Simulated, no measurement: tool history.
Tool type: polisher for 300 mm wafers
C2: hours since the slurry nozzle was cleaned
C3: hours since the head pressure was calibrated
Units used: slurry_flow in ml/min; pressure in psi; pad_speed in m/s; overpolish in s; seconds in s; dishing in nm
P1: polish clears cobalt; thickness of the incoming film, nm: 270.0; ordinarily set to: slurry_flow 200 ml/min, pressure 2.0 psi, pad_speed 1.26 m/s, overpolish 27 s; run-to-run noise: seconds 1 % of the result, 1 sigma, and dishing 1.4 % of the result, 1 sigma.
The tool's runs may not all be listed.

run 1 hour=5.4 | slurry_flow=200 pressure=2.0 pad_speed=1.26 overpolish=27 | wafers_polished_on_this_pad=1120 C2=197.5 C3=293.4 | seconds=39.405 dishing=78.998
run 2 hour=11.9 | slurry_flow=200 pressure=2.0 pad_speed=1.26 overpolish=27 | wafers_polished_on_this_pad=1189 C2=204.0 C3=299.9 | seconds=39.185 dishing=76.405
run 3 hour=20.6 | slurry_flow=200 pressure=2.0 pad_speed=1.26 overpolish=27 | wafers_polished_on_this_pad=1282 C2=212.7 C3=308.6 | seconds=39.410 dishing=76.453
run 4 hour=28.1 | slurry_flow=200 pressure=1.0 pad_speed=1.78 overpolish=27 | wafers_polished_on_this_pad=1362 C2=220.2 C3=316.1 | seconds=55.411 dishing=69.310
run 5 hour=33.6 | slurry_flow=270 pressure=2.0 pad_speed=1.62 overpolish=27 | wafers_polished_on_this_pad=1420 C2=225.7 C3=321.6 | seconds=29.708 dishing=84.157
run 6 hour=41.1 | slurry_flow=200 pressure=2.0 pad_speed=1.26 overpolish=27 | wafers_polished_on_this_pad=1500 C2=233.2 C3=329.1 | seconds=39.502 dishing=76.927
run 7 hour=50.0 | slurry_flow=200 pressure=2.0 pad_speed=1.94 overpolish=27 | wafers_polished_on_this_pad=1594 C2=242.1 C3=338.0 | seconds=25.330 dishing=87.812
run 8 hour=58.6 | slurry_flow=200 pressure=2.0 pad_speed=1.26 overpolish=27 | wafers_polished_on_this_pad=1686 C2=250.7 C3=346.6 | seconds=39.272 dishing=77.050
run 9 hour=65.4 | slurry_flow=135 pressure=2.0 pad_speed=1.26 overpolish=27 | wafers_polished_on_this_pad=1758 C2=257.5 C3=353.4 | seconds=41.968 dishing=73.350
run 10 hour=72.7 | slurry_flow=200 pressure=2.0 pad_speed=1.26 overpolish=51 | wafers_polished_on_this_pad=1835 C2=264.8 C3=360.7 | seconds=39.520 dishing=87.058
run 11 hour=82.2 | slurry_flow=200 pressure=2.0 pad_speed=1.26 overpolish=27 | wafers_polished_on_this_pad=1936 C2=274.3 C3=370.2 | seconds=39.208 dishing=75.444
run 12 hour=90.2 | slurry_flow=200 pressure=2.7 pad_speed=0.76 overpolish=27 | wafers_polished_on_this_pad=2021 C2=282.3 C3=378.2 | seconds=48.505 dishing=73.247
run 13 hour=98.8 | slurry_flow=200 pressure=3.1 pad_speed=1.26 overpolish=27 | wafers_polished_on_this_pad=2112 C2=290.9 C3=386.8 | seconds=25.791 dishing=85.894
run 14 hour=107.8 | slurry_flow=200 pressure=1.0 pad_speed=1.26 overpolish=27 | wafers_polished_on_this_pad=2208 C2=299.9 C3=395.8 | seconds=79.929 dishing=56.379
run 15 hour=112.9 | slurry_flow=200 pressure=2.0 pad_speed=1.26 overpolish=27 | wafers_polished_on_this_pad=2262 C2=305.0 C3=400.9 | seconds=39.503 dishing=78.613
run 16 hour=121.8 | slurry_flow=200 pressure=2.0 pad_speed=1.26 overpolish=8 | wafers_polished_on_this_pad=2357 C2=313.9 C3=409.8 | seconds=39.826 dishing=40.363
run 17 hour=127.5 | slurry_flow=200 pressure=2.0 pad_speed=0.82 overpolish=27 | wafers_polished_on_this_pad=2417 C2=319.6 C3=415.5 | seconds=59.925 dishing=66.610
run 18 hour=135.9 | slurry_flow=295 pressure=2.0 pad_speed=1.26 overpolish=27 | wafers_polished_on_this_pad=2507 C2=328.0 C3=423.9 | seconds=38.004 dishing=78.273
run 19 hour=140.4 | slurry_flow=200 pressure=2.0 pad_speed=1.26 overpolish=27 | wafers_polished_on_this_pad=2554 C2=332.5 C3=428.4 | seconds=39.613 dishing=74.735
run 20 hour=150.5 | slurry_flow=200 pressure=2.0 pad_speed=1.26 overpolish=27 | wafers_polished_on_this_pad=2662 C2=342.6 C3=438.5 | seconds=40.856 dishing=76.198
run 21 hour=157.1 | slurry_flow=200 pressure=2.0 pad_speed=1.26 overpolish=27 | wafers_polished_on_this_pad=2732 C2=349.2 C3=445.1 | seconds=40.700 dishing=76.789
run 22 hour=161.9 | slurry_flow=200 pressure=2.0 pad_speed=1.26 overpolish=27 | wafers_polished_on_this_pad=2783 C2=354.0 C3=449.9 | seconds=41.900 dishing=74.299
run 23 hour=171.0 | slurry_flow=200 pressure=2.0 pad_speed=1.26 overpolish=27 | wafers_polished_on_this_pad=2879 C2=363.1 C3=459.0 | seconds=42.293 dishing=77.023
run 24 hour=178.2 | slurry_flow=200 pressure=2.0 pad_speed=1.26 overpolish=27 | wafers_polished_on_this_pad=2956 C2=370.3 C3=466.2 | seconds=41.813 dishing=75.997
run 25 hour=183.0 | slurry_flow=200 pressure=2.0 pad_speed=1.26 overpolish=27 | wafers_polished_on_this_pad=3007 C2=375.1 C3=471.0 | seconds=41.952 dishing=76.159
-- hour=186.6 head pressure recalibrated
run 26 hour=190.1 | slurry_flow=200 pressure=2.0 pad_speed=1.26 overpolish=27 | wafers_polished_on_this_pad=3082 C2=382.2 C3=3.6 | seconds=42.339 dishing=75.481
run 27 hour=196.5 | slurry_flow=200 pressure=2.0 pad_speed=1.26 overpolish=27 | wafers_polished_on_this_pad=3150 C2=388.6 C3=10.0 | seconds=42.672 dishing=74.029
run 28 hour=206.2 | slurry_flow=200 pressure=2.0 pad_speed=1.26 overpolish=27 | wafers_polished_on_this_pad=3253 C2=398.3 C3=19.7 | seconds=43.067 dishing=75.999
run 29 hour=211.1 | slurry_flow=200 pressure=2.0 pad_speed=1.26 overpolish=27 | wafers_polished_on_this_pad=3305 C2=403.2 C3=24.6 | seconds=43.096 dishing=76.600

What P1 gives has crept off from where it sat before. The 2 causes that follow fit the log equally well, each at the size noted:
A: slurry flow missing at the pad, % = 39.4
B: removal rate lost through wear of the pad, % = 8.05
The onset of the drift is placed at about hour 140.4.
Each remaining cause and why it is not a fit:
head's pressure below its setpoint, %: its service at hour 186.6 followed the start of the drift and did not put the process back to its old value

Consider the 4 check runs below, whose results appear as question marks and each of which averages 5 wafers. Which one distinguishes the causes, in that each cause would give it a clearly different result?
run check 1 hour=216.0 | slurry_flow=135 pressure=2.0 pad_speed=1.26 overpolish=8 | seconds=? dishing=?
run check 2 hour=216.0 | slurry_flow=200 pressure=1.4 pad_speed=1.26 overpolish=27 | seconds=? dishing=?
run check 3 hour=216.0 | slurry_flow=200 pressure=2.0 pad_speed=1.26 overpolish=37 | seconds=? dishing=?
run check 4 hour=216.0 | slurry_flow=200 pressure=1.0 pad_speed=1.26 overpolish=51 | seconds=? dishing=?

If the cause were each of the candidates in turn, the checks would give the following:
check=check_1 result=seconds if_A=47.286 if_B=45.622
check=check_1 result=dishing if_A=35.172 if_B=36.151
check=check_2 result=seconds if_A=61.228 if_B=61.231
check=check_2 result=dishing if_A=65.227 if_B=65.226
check=check_3 result=seconds if_A=42.860 if_B=42.862
check=check_3 result=dishing if_A=82.279 if_B=82.278
check=check_4 result=seconds if_A=85.719 if_B=85.724
check=check_4 result=dishing if_A=74.473 if_B=74.472
Separation of the two closest causes in each check, using whichever result separates them best: check 1 3.58 %; check 2 0.01 %; check 3 0.01 %; check 4 0.01 %
Of the check runs offered, only check 1 discriminates between the causes; the rest would read about the same regardless of which cause applies.

Check 1 was then run and gave: seconds 47.287 s; dishing 35.541 nm. Which cause is it?

It was cause A: slurry flow missing at the pad, %.
